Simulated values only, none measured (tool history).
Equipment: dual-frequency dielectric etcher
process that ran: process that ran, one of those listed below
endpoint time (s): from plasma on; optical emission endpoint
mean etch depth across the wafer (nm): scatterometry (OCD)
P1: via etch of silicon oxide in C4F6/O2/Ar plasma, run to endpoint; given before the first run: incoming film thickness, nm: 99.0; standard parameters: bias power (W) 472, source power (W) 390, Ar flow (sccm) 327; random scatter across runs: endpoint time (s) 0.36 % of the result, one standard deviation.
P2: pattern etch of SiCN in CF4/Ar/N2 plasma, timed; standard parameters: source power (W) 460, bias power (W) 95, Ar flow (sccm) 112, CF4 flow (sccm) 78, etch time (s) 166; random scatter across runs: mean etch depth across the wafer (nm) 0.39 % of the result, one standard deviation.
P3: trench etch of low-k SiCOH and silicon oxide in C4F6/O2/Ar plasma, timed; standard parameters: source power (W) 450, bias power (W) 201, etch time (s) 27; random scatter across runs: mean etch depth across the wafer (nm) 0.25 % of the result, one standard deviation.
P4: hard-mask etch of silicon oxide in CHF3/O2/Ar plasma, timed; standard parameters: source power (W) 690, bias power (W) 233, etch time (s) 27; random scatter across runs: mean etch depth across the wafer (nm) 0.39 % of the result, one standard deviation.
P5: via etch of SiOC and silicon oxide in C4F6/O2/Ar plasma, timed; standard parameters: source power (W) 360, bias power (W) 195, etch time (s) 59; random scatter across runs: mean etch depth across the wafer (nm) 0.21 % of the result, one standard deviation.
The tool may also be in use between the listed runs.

| run | hour | process that ran | bias power (W) | source power (W) | Ar flow (sccm) | CF4 flow (sccm) | etch time (s) | hours since the last wet clean | hours since the last bias power generator calibration | hours since the last source power generator calibration | hours since the last Ar flow controller change | endpoint time (s) | mean etch depth across the wafer (nm) |
|---|---|---|---|---|---|---|---|---|---|---|---|---|---|
| 1 | 16 | P1 | 472 | 390 | 327 |  |  | 128.1 | 1656.8 | 1391.4 | 1686.4 | 22.598 |  |
| 2 | 26.2 | P2 | 95 | 460 | 112 | 78 | 166 | 138.3 | 1667 | 1401.6 | 1696.6 |  | 164.43 |
| 3 | 41.8 | P3 | 161 | 450 |  |  | 27 | 153.9 | 1682.6 | 1417.2 | 1712.2 |  | 81.952 |
| 4 | 54.8 | P2 | 95 | 370 | 112 | 78 | 166 | 166.9 | 1695.6 | 1430.2 | 1725.2 |  | 134.83 |
| 5 | 70.4 | P1 | 472 | 390 | 327 |  |  | 182.5 | 1711.2 | 1445.8 | 1740.8 | 22.521 |  |
| 6 | 82.3 | P5 | 195 | 360 |  |  | 88 | 194.4 | 1723.1 | 1457.7 | 1752.7 |  | 97.095 |
| 7 | 91.7 | P3 | 201 | 450 |  |  | 27 | 203.8 | 1732.5 | 1467.1 | 1762.1 |  | 87.962 |
| 8 | 102.2 | P1 | 586 | 390 | 327 |  |  | 214.3 | 1743 | 1477.6 | 1772.6 | 20.768 |  |
| 9 | 118.3 | P5 | 266 | 360 |  |  | 59 | 230.4 | 1759.1 | 1493.7 | 1788.7 |  | 72.5 |
| 10 | 130.5 | P2 | 113 | 460 | 112 | 78 | 166 | 242.6 | 1771.3 | 1505.9 | 1800.9 |  | 174.49 |
| 11 | 144.3 | P1 | 472 | 390 | 195 |  |  | 256.4 | 1785.1 | 1519.7 | 1814.7 | 21.271 |  |
| 12 | 157.4 | P1 | 341 | 390 | 327 |  |  | 269.5 | 1798.2 | 1532.8 | 1827.8 | 25.294 |  |
| 13 | 170.9 | P4 | 233 | 690 |  |  | 34.5 | 283 | 1811.7 | 1546.3 | 1841.3 |  | 77.445 |
|  | 176.1 | bias power generator calibrated |
| 14 | 183.4 | P3 | 201 | 450 |  |  | 27 | 295.5 | 7.3 | 1558.8 | 1853.8 |  | 87.692 |
| 15 | 194.5 | P1 | 472 | 390 | 327 |  |  | 306.6 | 18.4 | 1569.9 | 1864.9 | 22.545 |  |
| 16 | 210.2 | P4 | 136 | 690 |  |  | 27 | 322.3 | 34.1 | 1585.6 | 1880.6 |  | 51.201 |
| 17 | 220.5 | P1 | 472 | 280 | 391 |  |  | 332.6 | 44.4 | 1595.9 | 1890.9 | 25.872 |  |
| 18 | 229.6 | P1 | 472 | 390 | 327 |  |  | 341.7 | 53.5 | 1605 | 1900 | 22.519 |  |
| 19 | 242.4 | P1 | 335 | 390 | 250 |  |  | 354.5 | 66.3 | 1617.8 | 1912.8 | 24.829 |  |
| 20 | 251.9 | P4 | 233 | 690 |  |  | 27 | 364 | 75.8 | 1627.3 | 1922.3 |  | 60.983 |
| 21 | 259.4 | P4 | 233 | 690 |  |  | 27 | 371.5 | 83.3 | 1634.8 | 1929.8 |  | 61.083 |
| 22 | 273.4 | P2 | 95 | 460 | 112 | 78 | 246.5 | 385.5 | 97.3 | 1648.8 | 1943.8 |  | 242.79 |
| 23 | 287.1 | P1 | 472 | 490 | 327 |  |  | 399.2 | 111 | 1662.5 | 1957.5 | 20.686 |  |
| 24 | 298.4 | P1 | 472 | 390 | 327 |  |  | 410.5 | 122.3 | 1673.8 | 1968.8 | 22.466 |  |
|  | 313.2 | wet clean of the chamber |
| 25 | 314.3 | P1 | 472 | 230 | 327 |  |  | 1.2 | 138.2 | 1689.7 | 1984.7 | 27.366 |  |
| 26 | 322.1 | P4 | 233 | 930 |  |  | 27 | 9 | 146 | 1697.5 | 1992.5 |  | 68.19 |
| 27 | 337.8 | P2 | 95 | 460 | 112 | 107 | 166 | 24.7 | 161.7 | 1713.2 | 2008.2 |  | 170.87 |
| 28 | 347.6 | P1 | 472 | 390 | 408 |  |  | 34.5 | 171.5 | 1723 | 2018 | 22.959 |  |
| 29 | 357.7 | P1 | 581 | 490 | 327 |  |  | 44.6 | 181.6 | 1733.1 | 2028.1 | 19.102 |  |

Run 30 is up next; what results do you expect?
| 30 | 367.2 | P2 | 95 | 460 | 138 | 78 | 166 | 54.1 | 191.1 | 1742.6 | 2037.6 |  | ? |

mean etch depth across the wafer (nm): 160.12
